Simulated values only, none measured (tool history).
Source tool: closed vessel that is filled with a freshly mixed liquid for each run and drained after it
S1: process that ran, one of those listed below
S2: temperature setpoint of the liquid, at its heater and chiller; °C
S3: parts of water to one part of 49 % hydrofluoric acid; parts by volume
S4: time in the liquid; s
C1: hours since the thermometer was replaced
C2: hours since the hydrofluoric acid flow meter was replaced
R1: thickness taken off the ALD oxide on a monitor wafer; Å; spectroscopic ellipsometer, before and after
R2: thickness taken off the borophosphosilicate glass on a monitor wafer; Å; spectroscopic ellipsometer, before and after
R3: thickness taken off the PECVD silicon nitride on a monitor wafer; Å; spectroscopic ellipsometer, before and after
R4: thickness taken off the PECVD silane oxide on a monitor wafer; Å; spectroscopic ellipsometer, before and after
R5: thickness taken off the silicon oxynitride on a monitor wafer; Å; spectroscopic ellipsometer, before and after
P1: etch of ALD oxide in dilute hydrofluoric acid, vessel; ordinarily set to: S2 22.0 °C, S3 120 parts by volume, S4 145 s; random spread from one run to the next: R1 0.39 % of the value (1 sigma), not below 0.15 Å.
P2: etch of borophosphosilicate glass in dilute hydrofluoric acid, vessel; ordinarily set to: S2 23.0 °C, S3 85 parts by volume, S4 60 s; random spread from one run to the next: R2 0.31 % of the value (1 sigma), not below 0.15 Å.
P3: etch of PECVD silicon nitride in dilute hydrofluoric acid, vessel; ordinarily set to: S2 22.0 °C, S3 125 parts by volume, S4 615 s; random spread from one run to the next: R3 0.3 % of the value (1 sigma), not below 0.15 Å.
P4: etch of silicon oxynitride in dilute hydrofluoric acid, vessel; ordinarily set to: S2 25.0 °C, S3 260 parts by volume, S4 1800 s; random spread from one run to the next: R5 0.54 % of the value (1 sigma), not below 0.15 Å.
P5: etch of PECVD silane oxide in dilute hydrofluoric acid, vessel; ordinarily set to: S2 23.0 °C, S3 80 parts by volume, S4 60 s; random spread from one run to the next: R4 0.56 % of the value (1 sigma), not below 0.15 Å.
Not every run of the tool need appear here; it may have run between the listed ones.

run	hour	S1	S2	S3	S4	C1	C2	R1	R2	R3	R4	R5
1	11.5	P1	22.0	120	145	1024.6	678.0	171.200				
2	23.2	P2	23.0	150	60	1036.3	689.7		221.85			
3	31.3	P1	22.0	65	145	1044.4	697.8	333.830				
4	39.7	P3	17.0	125	615	1052.8	706.2			142.080		
5	51.7	P2	23.0	85	30	1064.8	718.2		212.17			
6	61.3	P3	22.0	125	615	1074.4	727.8			198.840		
7	71.4	P1	17.0	120	275	1084.5	737.9	265.290				
8	80.0	P1	22.0	120	145	1093.1	746.5	170.660				
9	91.2	P3	22.0	125	230	1104.3	757.7			74.738		
10	106.8	P1	22.0	120	145	1119.9	773.3	171.120				
11	116.1	P1	22.0	120	145	1129.2	782.6	171.600				
12	129.3	P1	22.0	120	145	1142.4	795.8	172.110				
13	144.1	P5	17.0	80	60	1157.2	810.6				276.65	
14	158.3	P1	26.5	120	40	1171.4	824.8	56.204				
15	173.1	P5	23.0	80	30	1186.2	839.6				177.18	
16	185.3	P5	23.0	80	60	1198.4	851.8				353.52	
17	200.8	P1	22.0	190	90	1213.9	867.3	61.934				
18	209.3	P1	26.0	120	145	1222.4	875.8	200.320				
19	224.0	P1	22.0	120	55	1237.1	890.5	64.798				
20	236.0	P1	18.0	120	145	1249.1	902.5	144.580				
21	250.0	P2	18.5	85	60	1263.1	916.5		351.61			

Forecast run 22:
22	262.9	P4	25.0	135	1800	1276.0	929.4					?

{"run 22": {"R5": 479.51}}

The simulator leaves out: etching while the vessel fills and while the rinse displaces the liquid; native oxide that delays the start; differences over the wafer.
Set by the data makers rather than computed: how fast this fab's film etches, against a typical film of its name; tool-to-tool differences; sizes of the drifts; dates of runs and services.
